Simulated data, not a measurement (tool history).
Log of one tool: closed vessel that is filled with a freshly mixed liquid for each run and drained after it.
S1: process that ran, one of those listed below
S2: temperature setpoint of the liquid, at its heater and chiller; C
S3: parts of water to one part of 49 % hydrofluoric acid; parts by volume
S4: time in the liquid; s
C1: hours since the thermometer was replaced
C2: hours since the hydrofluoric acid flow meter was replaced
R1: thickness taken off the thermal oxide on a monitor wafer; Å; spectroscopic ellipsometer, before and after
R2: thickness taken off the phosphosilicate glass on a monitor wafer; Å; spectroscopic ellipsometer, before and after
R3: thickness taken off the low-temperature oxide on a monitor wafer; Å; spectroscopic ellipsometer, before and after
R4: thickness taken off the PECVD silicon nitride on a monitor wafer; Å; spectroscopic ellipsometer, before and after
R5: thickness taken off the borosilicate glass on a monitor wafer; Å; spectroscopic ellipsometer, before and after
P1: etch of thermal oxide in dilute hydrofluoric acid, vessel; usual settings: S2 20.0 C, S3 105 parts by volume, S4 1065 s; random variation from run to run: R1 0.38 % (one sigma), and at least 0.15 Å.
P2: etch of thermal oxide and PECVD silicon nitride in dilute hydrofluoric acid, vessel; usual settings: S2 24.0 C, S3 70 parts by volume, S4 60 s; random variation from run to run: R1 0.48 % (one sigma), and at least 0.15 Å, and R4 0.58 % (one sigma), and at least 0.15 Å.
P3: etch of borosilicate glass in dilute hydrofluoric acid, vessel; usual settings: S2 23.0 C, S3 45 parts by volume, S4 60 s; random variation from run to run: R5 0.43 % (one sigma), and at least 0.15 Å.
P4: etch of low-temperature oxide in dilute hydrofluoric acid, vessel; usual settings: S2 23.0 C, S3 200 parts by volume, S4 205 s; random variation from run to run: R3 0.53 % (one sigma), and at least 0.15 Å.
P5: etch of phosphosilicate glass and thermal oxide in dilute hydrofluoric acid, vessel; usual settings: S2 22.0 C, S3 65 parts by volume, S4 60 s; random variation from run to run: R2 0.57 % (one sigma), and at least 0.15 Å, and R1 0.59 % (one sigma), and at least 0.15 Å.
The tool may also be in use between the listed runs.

run 1 day=0.392 | S1=P1 S2=20.0 S3=105 S4=1065 | C1=262.8 C2=386.3 | R1=389.990
run 2 day=0.692 | S1=P5 S2=22.0 S3=65 S4=60 | C1=270.0 C2=393.5 | R1=42.732 R2=1330.30
run 3 day=0.912 | S1=P1 S2=26.5 S3=105 S4=1840 | C1=275.3 C2=398.8 | R1=862.320
run 4 day=1.208 | S1=P4 S2=23.0 S3=200 S4=205 | C1=282.4 C2=405.9 | R3=302.580
run 5 day=1.433 | S1=P2 S2=24.0 S3=70 S4=60 | C1=287.8 C2=411.3 | R1=44.593 R4=34.423
run 6 day=1.746 | S1=P1 S2=20.0 S3=105 S4=1065 | C1=295.3 C2=418.8 | R1=386.180
run 7 day=2.083 | S1=P2 S2=24.0 S3=25 S4=60 | C1=303.4 C2=426.9 | R1=133.430 R4=94.217
run 8 day=2.288 | S1=P4 S2=17.0 S3=200 S4=205 | C1=308.3 C2=431.8 | R3=238.240
run 9 day=2.521 | S1=P1 S2=20.0 S3=60 S4=1065 | C1=313.9 C2=437.4 | R1=707.370
run 10 day=2.767 | S1=P5 S2=22.0 S3=105 S4=60 | C1=319.8 C2=443.3 | R1=24.691 R2=786.76
run 11 day=3.033 | S1=P3 S2=23.0 S3=60 S4=60 | C1=326.2 C2=449.7 | R5=374.98
run 12 day=3.392 | S1=P1 S2=20.0 S3=105 S4=1065 | C1=334.8 C2=458.3 | R1=387.440
run 13 day=3.638 | S1=P1 S2=20.0 S3=105 S4=545 | C1=340.7 C2=464.2 | R1=198.330
run 14 day=3.942 | S1=P1 S2=20.0 S3=105 S4=1065 | C1=348.0 C2=471.5 | R1=385.170
run 15 day=4.121 | S1=P4 S2=23.0 S3=200 S4=30 | C1=352.3 C2=475.8 | R3=45.011
run 16 day=4.317 | S1=P4 S2=23.0 S3=200 S4=205 | C1=357.0 C2=480.5 | R3=304.620
run 17 day=4.654 | S1=P3 S2=23.0 S3=45 S4=60 | C1=365.1 C2=488.6 | R5=506.40
run 18 day=4.838 | S1=P1 S2=20.0 S3=145 S4=1530 | C1=369.5 C2=493.0 | R1=384.960
run 19 day=5.117 | S1=P1 S2=25.5 S3=105 S4=1065 | C1=376.2 C2=499.7 | R1=479.950
run 20 day=5.396 | S1=P1 S2=20.0 S3=170 S4=1065 | C1=382.9 C2=506.4 | R1=222.570
run 21 day=5.762 | S1=P5 S2=22.0 S3=65 S4=115 | C1=391.7 C2=515.2 | R1=80.153 R2=2547.20
run 22 day=5.967 | S1=P1 S2=20.0 S3=105 S4=1065 | C1=396.6 C2=520.1 | R1=387.130
run 23 day=6.308 | S1=P5 S2=22.0 S3=65 S4=60 | C1=404.8 C2=528.3 | R1=42.187 R2=1325.50
run 24 day=6.604 | S1=P3 S2=23.0 S3=45 S4=110 | C1=411.9 C2=535.4 | R5=930.99
run 25 day=6.846 | S1=P4 S2=23.0 S3=95 S4=205 | C1=417.7 C2=541.2 | R3=719.960
run 26 day=7.208 | S1=P5 S2=29.0 S3=65 S4=60 | C1=426.4 C2=549.9 | R1=55.457 R2=1752.80
run 27 day=7.450 | S1=P2 S2=24.0 S3=70 S4=60 | C1=432.2 C2=555.7 | R1=44.556 R4=34.353
run 28 day=7.654 | S1=P1 S2=17.0 S3=105 S4=1065 | C1=437.1 C2=560.6 | R1=343.910
run 29 day=7.900 | S1=P1 S2=20.0 S3=105 S4=1065 | C1=443.0 C2=566.5 | R1=386.150
run 30 day=8.100 | S1=P1 S2=20.0 S3=105 S4=1935 | C1=447.8 C2=571.3 | R1=701.820
run 31 day=8.471 | S1=P2 S2=17.5 S3=70 S4=60 | C1=456.7 C2=580.2 | R1=33.872 R4=22.517
run 32 day=8.725 | S1=P2 S2=24.0 S3=70 S4=30 | C1=462.8 C2=586.3 | R1=22.517 R4=17.422
run 33 day=9.017 | S1=P3 S2=31.0 S3=45 S4=60 | C1=469.8 C2=593.3 | R5=705.88
run 34 day=9.283 | S1=P3 S2=23.0 S3=45 S4=60 | C1=476.2 C2=599.7 | R5=508.19
run 35 day=9.629 | S1=P1 S2=20.0 S3=105 S4=1065 | C1=484.5 C2=608.0 | R1=382.600
run 36 day=9.812 | S1=P1 S2=20.0 S3=105 S4=1065 | C1=488.9 C2=612.4 | R1=375.080
run 37 day=10.088 | S1=P1 S2=20.0 S3=105 S4=1065 | C1=495.5 C2=619.0 | R1=369.440
run 38 day=10.471 | S1=P1 S2=20.0 S3=105 S4=1065 | C1=504.7 C2=628.2 | R1=364.000
run 39 day=10.717 | S1=P1 S2=20.0 S3=105 S4=1065 | C1=510.6 C2=634.1 | R1=359.180
run 40 day=11.054 | S1=P1 S2=20.0 S3=105 S4=1065 | C1=518.7 C2=642.2 | R1=354.400
run 41 day=11.450 | S1=P1 S2=20.0 S3=105 S4=1065 | C1=528.2 C2=651.7 | R1=352.050
run 42 day=11.733 | S1=P1 S2=20.0 S3=105 S4=1065 | C1=535.0 C2=658.5 | R1=351.230
run 43 day=12.071 | S1=P1 S2=20.0 S3=105 S4=1065 | C1=543.1 C2=666.6 | R1=351.830
run 44 day=12.342 | S1=P1 S2=20.0 S3=105 S4=1065 | C1=549.6 C2=673.1 | R1=347.890
run 45 day=12.700 | S1=P1 S2=20.0 S3=105 S4=1065 | C1=558.2 C2=681.7 | R1=351.190
run 46 day=12.917 | S1=P1 S2=20.0 S3=105 S4=1065 | C1=563.4 C2=686.9 | R1=352.220

What P1 gives has crept away from where it was. These 2 causes fit the log equally well, each at the size given:
A: hydrofluoric acid flow below the setpoint (%) = 8.47
B: liquid colder than its thermometer reads (K) = 2.4
The creep began at about day 9.629.

4 check runs are offered, one wafer each, their results left as question marks. Which one tells the causes apart?
run check 1 day=13.133 | S1=P2 S2=18.0 S3=70 S4=60 | R1=? R4=?
run check 2 day=13.133 | S1=P3 S2=30.5 S3=45 S4=60 | R5=?
run check 3 day=13.133 | S1=P5 S2=28.5 S3=65 S4=60 | R1=? R2=?
run check 4 day=13.133 | S1=P4 S2=20.0 S3=200 S4=30 | R3=?

What each check would give under each cause:
check=check_1 result=R1 if_A=31.589 if_B=31.352
check=check_1 result=R4 if_A=20.978 if_B=19.298
check=check_2 result=R5 if_A=626.16 if_B=626.02
check=check_3 result=R1 if_A=49.845 if_B=49.950
check=check_3 result=R2 if_A=1569.00 if_B=1572.30
check=check_4 result=R3 if_A=35.787 if_B=36.242
How far apart the two closest causes lie, in the result that separates them most: check 1 8.35 %; check 2 0.02 %; check 3 0.21 %; check 4 1.26 %
Check 1 tells the causes apart: in the others they would give nearly the same result.

Then check 1 was run and gave: R1 31.233 Å; R4 19.614 Å. Which cause is it?

It is B: liquid colder than its thermometer reads (K).
